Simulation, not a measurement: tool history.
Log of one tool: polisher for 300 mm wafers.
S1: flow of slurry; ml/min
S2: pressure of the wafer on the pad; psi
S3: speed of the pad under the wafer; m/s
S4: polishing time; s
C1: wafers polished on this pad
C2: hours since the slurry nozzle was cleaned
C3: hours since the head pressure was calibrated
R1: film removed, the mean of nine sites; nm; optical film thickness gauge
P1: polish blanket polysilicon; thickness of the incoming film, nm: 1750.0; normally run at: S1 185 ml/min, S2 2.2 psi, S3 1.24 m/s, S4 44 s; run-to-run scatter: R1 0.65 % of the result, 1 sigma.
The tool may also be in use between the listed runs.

{"run": 1, "hour": 10.3, "S1": 185, "S2": 2.2, "S3": 1.24, "S4": 44, "C1": 459, "C2": 588.7, "C3": 418.6, "R1": 390.31}
{"run": 2, "hour": 20.9, "S1": 185, "S2": 3.4, "S3": 1.24, "S4": 44, "C1": 626, "C2": 599.3, "C3": 429.2, "R1": 603.7}
{"run": 3, "hour": 30.1, "S1": 185, "S2": 2.2, "S3": 1.24, "S4": 44, "C1": 770, "C2": 608.5, "C3": 438.4, "R1": 387.13}
{"run": 4, "hour": 37.9, "S1": 185, "S2": 2.2, "S3": 1.78, "S4": 44, "C1": 893, "C2": 616.3, "C3": 446.2, "R1": 559.49}
{"run": 5, "hour": 46.8, "S1": 185, "S2": 2.2, "S3": 1.24, "S4": 59, "C1": 1032, "C2": 625.2, "C3": 455.1, "R1": 524.36}
{"run": 6, "hour": 58.9, "S1": 185, "S2": 2.2, "S3": 1.24, "S4": 44, "C1": 1222, "C2": 637.3, "C3": 467.2, "R1": 390.01}
{"run": 7, "hour": 69.7, "S1": 185, "S2": 2.2, "S3": 0.6, "S4": 44, "C1": 1392, "C2": 648.1, "C3": 478, "R1": 190.37}
{"run": 8, "hour": 78.6, "S1": 110, "S2": 2.2, "S3": 1.24, "S4": 44, "C1": 1532, "C2": 657, "C3": 486.9, "R1": 357.35}
{"run": 9, "hour": 85.1, "S1": 270, "S2": 2.2, "S3": 1.24, "S4": 44, "C1": 1634, "C2": 663.5, "C3": 493.4, "R1": 407.76}
{"run": 10, "hour": 95.9, "S1": 185, "S2": 1.5, "S3": 1.24, "S4": 44, "C1": 1804, "C2": 674.3, "C3": 504.2, "R1": 269.56}
{"hour": 96.8, "done": "worn pad replaced by a new one"}
{"run": 11, "hour": 104.5, "S1": 185, "S2": 2.2, "S3": 1.24, "S4": 44, "C1": 121, "C2": 682.9, "C3": 512.8, "R1": 388.98}
{"run": 12, "hour": 114.6, "S1": 125, "S2": 1.1, "S3": 1.24, "S4": 44, "C1": 279, "C2": 693, "C3": 522.9, "R1": 182}
{"hour": 120.8, "done": "head pressure recalibrated"}
{"run": 13, "hour": 125.4, "S1": 140, "S2": 2.2, "S3": 1.24, "S4": 30, "C1": 449, "C2": 703.8, "C3": 4.7, "R1": 257.58}
{"run": 14, "hour": 134.2, "S1": 185, "S2": 2.2, "S3": 1.24, "S4": 21, "C1": 587, "C2": 712.6, "C3": 13.5, "R1": 187.33}
{"run": 15, "hour": 144.7, "S1": 185, "S2": 2.2, "S3": 1.24, "S4": 44, "C1": 752, "C2": 723.1, "C3": 24, "R1": 389.75}
{"run": 16, "hour": 151.0, "S1": 185, "S2": 2.2, "S3": 1.24, "S4": 44, "C1": 851, "C2": 729.4, "C3": 30.3, "R1": 391.97}
{"run": 17, "hour": 160.0, "S1": 185, "S2": 2.2, "S3": 1.24, "S4": 44, "C1": 992, "C2": 738.4, "C3": 39.3, "R1": 391.91}
{"run": 18, "hour": 171.8, "S1": 185, "S2": 2.2, "S3": 1.24, "S4": 44, "C1": 1178, "C2": 750.2, "C3": 51.1, "R1": 382.64}
{"run": 19, "hour": 178.9, "S1": 185, "S2": 2.2, "S3": 1.24, "S4": 44, "C1": 1289, "C2": 757.3, "C3": 58.2, "R1": 373.6}
{"run": 20, "hour": 186.2, "S1": 185, "S2": 2.2, "S3": 1.24, "S4": 44, "C1": 1404, "C2": 764.6, "C3": 65.5, "R1": 373.58}
{"hour": 189.3, "done": "worn pad replaced by a new one"}
{"run": 21, "hour": 195.1, "S1": 185, "S2": 2.2, "S3": 1.24, "S4": 44, "C1": 92, "C2": 773.5, "C3": 74.4, "R1": 364.55}
{"run": 22, "hour": 201.6, "S1": 185, "S2": 2.2, "S3": 1.24, "S4": 44, "C1": 194, "C2": 780, "C3": 80.9, "R1": 365.03}
{"run": 23, "hour": 211.5, "S1": 185, "S2": 2.2, "S3": 1.24, "S4": 44, "C1": 349, "C2": 789.9, "C3": 90.8, "R1": 363}
{"run": 24, "hour": 222.0, "S1": 185, "S2": 2.2, "S3": 1.24, "S4": 44, "C1": 514, "C2": 800.4, "C3": 101.3, "R1": 367.16}
{"run": 25, "hour": 234.2, "S1": 185, "S2": 2.2, "S3": 1.24, "S4": 44, "C1": 706, "C2": 812.6, "C3": 113.5, "R1": 364.99}

What P1 gives has crept away from where it was. These 2 causes fit the log equally well, each at the size given:
A: slurry flow missing at the pad, % = 35.3
B: head's pressure below its setpoint, % = 7.3
The creep began at about hour 160.
Why every other cause is out:
removal rate lost through wear of the pad, %: serviced at hour 189.3, which brought nothing back

4 check runs are offered, each on 2 wafers whose results are averaged, their results left as question marks. Which one tells the causes apart?
{"run": "check 1", "hour": 246.4, "S1": 110, "S2": 2.2, "S3": 0.86, "S4": 44, "R1": "?"}
{"run": "check 2", "hour": 246.4, "S1": 185, "S2": 3.4, "S3": 1.24, "S4": 25, "R1": "?"}
{"run": "check 3", "hour": 246.4, "S1": 185, "S2": 3, "S3": 1.24, "S4": 44, "R1": "?"}
{"run": "check 4", "hour": 246.4, "S1": 185, "S2": 2.2, "S3": 0.78, "S4": 44, "R1": "?"}

What each check would give under each cause:
check=check_1 result=R1 if_A=219.12 if_B=229.12
check=check_2 result=R1 if_A=318.76 if_B=318.71
check=check_3 result=R1 if_A=495.02 if_B=494.94
check=check_4 result=R1 if_A=228.35 if_B=228.31
How far apart the two closest causes lie, in the result that separates them most: check 1 4.46 %; check 2 0.02 %; check 3 0.02 %; check 4 0.02 %
Only check 1 tells the causes apart: in the others they would give nearly the same result.

Check 1 was then run and gave: R1 218.83 nm. Which cause is it?

It is A: slurry flow missing at the pad, %.

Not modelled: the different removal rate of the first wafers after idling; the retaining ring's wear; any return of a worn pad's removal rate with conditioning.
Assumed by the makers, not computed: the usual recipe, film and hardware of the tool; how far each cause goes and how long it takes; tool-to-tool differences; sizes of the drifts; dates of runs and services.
